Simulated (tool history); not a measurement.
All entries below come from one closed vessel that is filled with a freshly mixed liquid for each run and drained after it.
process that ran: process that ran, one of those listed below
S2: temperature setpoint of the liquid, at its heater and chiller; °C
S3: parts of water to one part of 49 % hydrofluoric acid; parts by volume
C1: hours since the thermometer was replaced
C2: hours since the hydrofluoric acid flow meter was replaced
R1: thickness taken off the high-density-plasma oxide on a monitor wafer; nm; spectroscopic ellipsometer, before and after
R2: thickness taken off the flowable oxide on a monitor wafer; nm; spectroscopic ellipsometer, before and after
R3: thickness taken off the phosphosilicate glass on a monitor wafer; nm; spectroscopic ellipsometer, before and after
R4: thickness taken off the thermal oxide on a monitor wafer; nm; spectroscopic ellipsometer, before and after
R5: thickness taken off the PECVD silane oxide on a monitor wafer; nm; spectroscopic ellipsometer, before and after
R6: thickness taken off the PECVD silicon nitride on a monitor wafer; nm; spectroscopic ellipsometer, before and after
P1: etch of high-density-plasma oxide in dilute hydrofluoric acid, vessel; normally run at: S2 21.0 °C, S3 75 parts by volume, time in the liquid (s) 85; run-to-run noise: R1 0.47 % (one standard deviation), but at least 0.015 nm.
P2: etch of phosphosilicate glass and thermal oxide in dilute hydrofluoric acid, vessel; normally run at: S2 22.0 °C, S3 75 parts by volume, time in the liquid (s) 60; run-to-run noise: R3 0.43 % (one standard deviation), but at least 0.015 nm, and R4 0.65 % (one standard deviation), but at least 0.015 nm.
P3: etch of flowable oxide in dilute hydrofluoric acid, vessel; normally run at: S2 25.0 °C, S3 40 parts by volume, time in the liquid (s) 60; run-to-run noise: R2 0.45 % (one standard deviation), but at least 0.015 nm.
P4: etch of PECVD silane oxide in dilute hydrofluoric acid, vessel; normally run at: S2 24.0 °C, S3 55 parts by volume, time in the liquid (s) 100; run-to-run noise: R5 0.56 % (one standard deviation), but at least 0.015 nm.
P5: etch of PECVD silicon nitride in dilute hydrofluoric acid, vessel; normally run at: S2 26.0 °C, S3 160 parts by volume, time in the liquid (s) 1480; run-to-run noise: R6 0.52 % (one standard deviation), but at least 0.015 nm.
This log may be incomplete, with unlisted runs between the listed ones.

Run 1, hour 14.3: process that ran P1, S2 21.0 °C, S3 75 parts by volume, time in the liquid (s) 85; C1 485.3; C2 624.6. Result: R1 6.2629 nm.
Run 2, hour 30.7: process that ran P3, S2 25.0 °C, S3 20 parts by volume, time in the liquid (s) 60; C1 501.7; C2 641.0. Result: R2 106.480 nm.
Run 3, hour 44.3: process that ran P1, S2 21.0 °C, S3 135 parts by volume, time in the liquid (s) 85; C1 515.3; C2 654.6. Result: R1 3.2163 nm.
Run 4, hour 54.6: process that ran P2, S2 22.0 °C, S3 75 parts by volume, time in the liquid (s) 60; C1 525.6; C2 664.9. Result: R3 153.190 nm, R4 3.6482 nm.
Run 5, hour 70.2: process that ran P2, S2 22.0 °C, S3 20 parts by volume, time in the liquid (s) 60; C1 541.2; C2 680.5. Result: R3 613.440 nm, R4 14.8330 nm.
Run 6, hour 85.6: process that ran P1, S2 21.0 °C, S3 75 parts by volume, time in the liquid (s) 85; C1 556.6; C2 695.9. Result: R1 6.1845 nm.
Run 7, hour 100.9: process that ran P4, S2 24.0 °C, S3 55 parts by volume, time in the liquid (s) 100; C1 571.9; C2 711.2. Result: R5 46.963 nm.
Run 8, hour 114.3: process that ran P5, S2 26.0 °C, S3 95 parts by volume, time in the liquid (s) 1480; C1 585.3; C2 724.6. Result: R6 103.440 nm.
Run 9, hour 130.6: process that ran P5, S2 26.0 °C, S3 160 parts by volume, time in the liquid (s) 1480; C1 601.6; C2 740.9. Result: R6 60.941 nm.
Run 10, hour 147.8: process that ran P3, S2 31.5 °C, S3 40 parts by volume, time in the liquid (s) 60; C1 618.8; C2 758.1. Result: R2 67.450 nm.
Run 11, hour 159.1: process that ran P3, S2 25.0 °C, S3 40 parts by volume, time in the liquid (s) 60; C1 630.1; C2 769.4. Result: R2 51.939 nm.
Run 12, hour 167.3: process that ran P4, S2 24.0 °C, S3 55 parts by volume, time in the liquid (s) 145; C1 638.3; C2 777.6. Result: R5 67.207 nm.
Run 13, hour 182.4: process that ran P2, S2 29.5 °C, S3 75 parts by volume, time in the liquid (s) 60; C1 653.4; C2 792.7. Result: R3 204.690 nm, R4 4.9831 nm.
Run 14, hour 198.3: process that ran P5, S2 26.0 °C, S3 160 parts by volume, time in the liquid (s) 2930; C1 669.3; C2 808.6. Result: R6 122.070 nm.
Run 15, hour 214.1: process that ran P2, S2 22.0 °C, S3 75 parts by volume, time in the liquid (s) 30; C1 685.1; C2 824.4. Result: R3 76.524 nm, R4 1.8501 nm.
Run 16, hour 224.1: process that ran P1, S2 17.0 °C, S3 40 parts by volume, time in the liquid (s) 85; C1 695.1; C2 834.4. Result: R1 10.2010 nm.
Run 17, hour 233.1: process that ran P1, S2 17.0 °C, S3 20 parts by volume, time in the liquid (s) 85; C1 704.1; C2 843.4. Result: R1 20.7550 nm.
Run 18, hour 242.7: process that ran P1, S2 21.0 °C, S3 40 parts by volume, time in the liquid (s) 85; C1 713.7; C2 853.0. Result: R1 12.0880 nm.
Run 19, hour 250.3: process that ran P1, S2 29.0 °C, S3 75 parts by volume, time in the liquid (s) 85; C1 721.3; C2 860.6. Result: R1 8.5821 nm.
Run 20, hour 263.8: process that ran P4, S2 24.0 °C, S3 55 parts by volume, time in the liquid (s) 100; C1 734.8; C2 874.1. Result: R5 46.157 nm.
Run 21, hour 277.5: process that ran P4, S2 17.5 °C, S3 55 parts by volume, time in the liquid (s) 100; C1 748.5; C2 887.8. Result: R5 35.276 nm.
Run 22, hour 293.3: process that ran P1, S2 21.0 °C, S3 75 parts by volume, time in the liquid (s) 40; C1 764.3; C2 903.6. Result: R1 2.9158 nm.
Run 23, hour 301.2: process that ran P4, S2 24.0 °C, S3 20 parts by volume, time in the liquid (s) 100; C1 772.2; C2 911.5. Result: R5 135.260 nm.
Run 24, hour 310.6: process that ran P5, S2 26.0 °C, S3 160 parts by volume, time in the liquid (s) 1480; C1 781.6; C2 920.9. Result: R6 61.331 nm.
Run 25, hour 324.0: process that ran P1, S2 21.0 °C, S3 75 parts by volume, time in the liquid (s) 85; C1 795.0; C2 934.3. Result: R1 6.1563 nm.
Run 26, hour 333.3: process that ran P1, S2 17.0 °C, S3 75 parts by volume, time in the liquid (s) 85; C1 804.3; C2 943.6. Result: R1 5.1566 nm.
Run 27, hour 346.1: process that ran P1, S2 21.0 °C, S3 75 parts by volume, time in the liquid (s) 155; C1 817.1; C2 956.4. Result: R1 11.2660 nm.
Run 28, hour 355.9: process that ran P1, S2 21.0 °C, S3 75 parts by volume, time in the liquid (s) 85; C1 826.9; C2 966.2. Result: R1 6.1782 nm.
Run 29, hour 372.6: process that ran P3, S2 25.0 °C, S3 40 parts by volume, time in the liquid (s) 115; C1 843.6; C2 982.9. Result: R2 98.863 nm.
Run 30, hour 384.2: process that ran P5, S2 33.5 °C, S3 160 parts by volume, time in the liquid (s) 1480; C1 855.2; C2 994.5. Result: R6 96.079 nm.
Run 31, hour 395.3: process that ran P1, S2 21.0 °C, S3 75 parts by volume, time in the liquid (s) 85; C1 866.3; C2 1005.6. Result: R1 6.1430 nm.
Run 32, hour 405.5: process that ran P1, S2 21.0 °C, S3 75 parts by volume, time in the liquid (s) 85; C1 876.5; C2 1015.8. Result: R1 6.0246 nm.
Run 33, hour 415.6: process that ran P1, S2 21.0 °C, S3 75 parts by volume, time in the liquid (s) 85; C1 886.6; C2 1025.9. Result: R1 5.9455 nm.
Run 34, hour 423.9: process that ran P1, S2 21.0 °C, S3 75 parts by volume, time in the liquid (s) 85; C1 894.9; C2 1034.2. Result: R1 5.8678 nm.
Run 35, hour 440.5: process that ran P1, S2 21.0 °C, S3 75 parts by volume, time in the liquid (s) 85; C1 911.5; C2 1050.8. Result: R1 5.8388 nm.
Run 36, hour 449.9: process that ran P1, S2 21.0 °C, S3 75 parts by volume, time in the liquid (s) 85; C1 920.9; C2 1060.2. Result: R1 5.7875 nm.
Run 37, hour 461.0: process that ran P1, S2 21.0 °C, S3 75 parts by volume, time in the liquid (s) 85; C1 932.0; C2 1071.3. Result: R1 5.7839 nm.
Run 38, hour 471.3: process that ran P1, S2 21.0 °C, S3 75 parts by volume, time in the liquid (s) 85; C1 942.3; C2 1081.6. Result: R1 5.7886 nm.
Run 39, hour 479.8: process that ran P1, S2 21.0 °C, S3 75 parts by volume, time in the liquid (s) 85; C1 950.8; C2 1090.1. Result: R1 5.7805 nm.

What P1 gives has crept away from where it was. These 2 causes fit the log equally well, each at the size given:
A: liquid colder than its thermometer reads (K) = 1.62
B: hydrofluoric acid flow below the setpoint (%) = 5.97
The onset of the drift is placed at about hour 395.3.

Listed below are the offered check runs, one wafer per run, with question marks in place of results. For which of them would the causes give clearly different outcomes?
Run check 1, hour 488.3: process that ran P5, S2 26.0 °C, S3 160 parts by volume, time in the liquid (s) 1480. Result: R6 ?.
Run check 2, hour 488.3: process that ran P2, S2 22.0 °C, S3 75 parts by volume, time in the liquid (s) 60. Result: R3 ?, R4 ?.
Run check 3, hour 488.3: process that ran P4, S2 24.0 °C, S3 55 parts by volume, time in the liquid (s) 100. Result: R5 ?.
Run check 4, hour 488.3: process that ran P3, S2 25.0 °C, S3 40 parts by volume, time in the liquid (s) 60. Result: R2 ?.

Check results expected under each cause:
  check  result     if A     if B
check 1      R6   55.361   57.709
check 2      R3  142.490  142.440
check 2      R4   3.4326   3.4314
check 3      R5   43.492   43.524
check 4      R2   48.312   48.412
Per-check spread between the two closest causes, in the result where they differ most: check 1 4.15 %; check 2 0.03 %; check 3 0.07 %; check 4 0.21 %
The causes can be told apart only by check 1. The other checks would give nearly the same results under each of them.

Check 1 was carried out, with these results: R6 57.509 nm. Which of the listed causes is responsible?

It was cause B: hydrofluoric acid flow below the setpoint (%).
